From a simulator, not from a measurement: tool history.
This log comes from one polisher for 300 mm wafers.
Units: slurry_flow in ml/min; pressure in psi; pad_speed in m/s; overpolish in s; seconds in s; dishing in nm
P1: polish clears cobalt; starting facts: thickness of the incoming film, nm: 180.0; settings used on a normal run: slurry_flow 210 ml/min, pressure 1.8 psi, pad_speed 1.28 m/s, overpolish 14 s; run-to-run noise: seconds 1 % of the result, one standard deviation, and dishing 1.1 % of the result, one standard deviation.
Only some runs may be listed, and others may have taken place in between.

run,hour,slurry_flow,pressure,pad_speed,overpolish,wafers polished on this pad,hours since the slurry nozzle was cleaned,hours since the head pressure was calibrated,seconds,dishing
1,5.8,210,1.8,1.28,14,323,214.7,559.7,32.793,46.819
2,11.2,210,1.8,1.28,14,404,220.1,565.1,32.197,46.216
3,14.1,210,1.8,1.28,14,448,223,568,32.939,47.872
4,19.6,125,1.8,1.28,14,531,228.5,573.5,35.474,44.278
5,23.7,210,1.8,1.28,14,592,232.6,577.6,32.678,46.139
6,26.7,210,1.8,0.64,14,637,235.6,580.6,64.669,30.21
7,30.5,210,1.8,1.28,4,695,239.4,584.4,31.9,18.788
8,36.5,210,1.8,1.28,14,785,245.4,590.4,32.625,46.618
9,41.1,210,2.6,1.28,14,854,250,595,22.349,55.333
10,46.3,210,1,1.64,14,932,255.2,600.2,45.272,37.57
11,51,210,1.8,1.28,23,1003,259.9,604.9,32.755,58.71
12,53.9,210,1.8,1.98,14,1047,262.8,607.8,21.134,57.085
13,57.2,210,1.8,1.28,14,1097,266.1,611.1,32.63,46.28
14,62,285,1.8,1.28,14,1169,270.9,615.9,31.602,48.183
15,66.3,210,1,1.28,14,1234,275.2,620.2,59.787,32.896
16,70.2,210,1.8,1.28,14,1292,279.1,624.1,32.746,46.408
17,74.2,210,1.8,1.28,14,1352,283.1,628.1,33.169,46.849
18,77.8,210,1.8,1.28,14,1407,286.7,631.7,33.536,45.945
19,80.5,210,1.8,1.28,14,1447,289.4,634.4,33.818,46.559
20,86.7,210,1.8,1.28,14,1541,295.6,640.6,34.207,45.45
21,91.9,210,1.8,1.28,14,1619,300.8,645.8,34.687,45.899
# hour 92.7: head pressure recalibrated
22,96.8,210,1.8,1.28,14,1693,305.7,4.1,34.433,45.798
23,101.1,210,1.8,1.28,14,1757,310,8.4,34.877,45.086
24,105.1,210,1.8,1.28,14,1818,314,12.4,34.208,45.447

What P1 gives has crept away from where it was. These 2 causes fit the log equally well, each at the size given:
A: removal rate lost through wear of the pad, % = 5.97
B: slurry flow missing at the pad, % = 33.1
Creep in the process output first set in at about hour 70.2.
Other possible causes, and why each is ruled out:
head's pressure below its setpoint, %: serviced at hour 92.7, after the change had begun; the process did not return to its earlier output

The 4 check runs listed below each average the results of 5 wafers, and their outcomes are marked with question marks. Under which run would the listed causes produce clearly different results?
check 1,109.1,125,1.8,0.66,14,,,,?,?
check 2,109.1,210,2.3,1.28,21,,,,?,?
check 3,109.1,210,2.4,1.62,14,,,,?,?
check 4,109.1,210,1.8,0.76,21,,,,?,?

How each check would come out, cause by cause:
check,result,if A,if B
check 1,seconds,73.103,75.876
check 1,dishing,27.386,26.604
check 2,seconds,27.115,27.117
check 2,dishing,60.188,60.186
check 3,seconds,20.532,20.533
check 3,dishing,57.58,57.578
check 4,seconds,58.353,58.358
check 4,dishing,42.459,42.457
Gap, in per cent, between the two causes that each check separates least, read from the result that separates them most: check 1 3.72 %; check 2 0.01 %; check 3 0.01 %; check 4 0.01 %
Check 1 tells the causes apart: in the others they would give nearly the same result.

Here is what check 1 returned: seconds 76.355 s; dishing 26.713 nm. Which cause is it?

B is the cause: slurry flow missing at the pad, %.
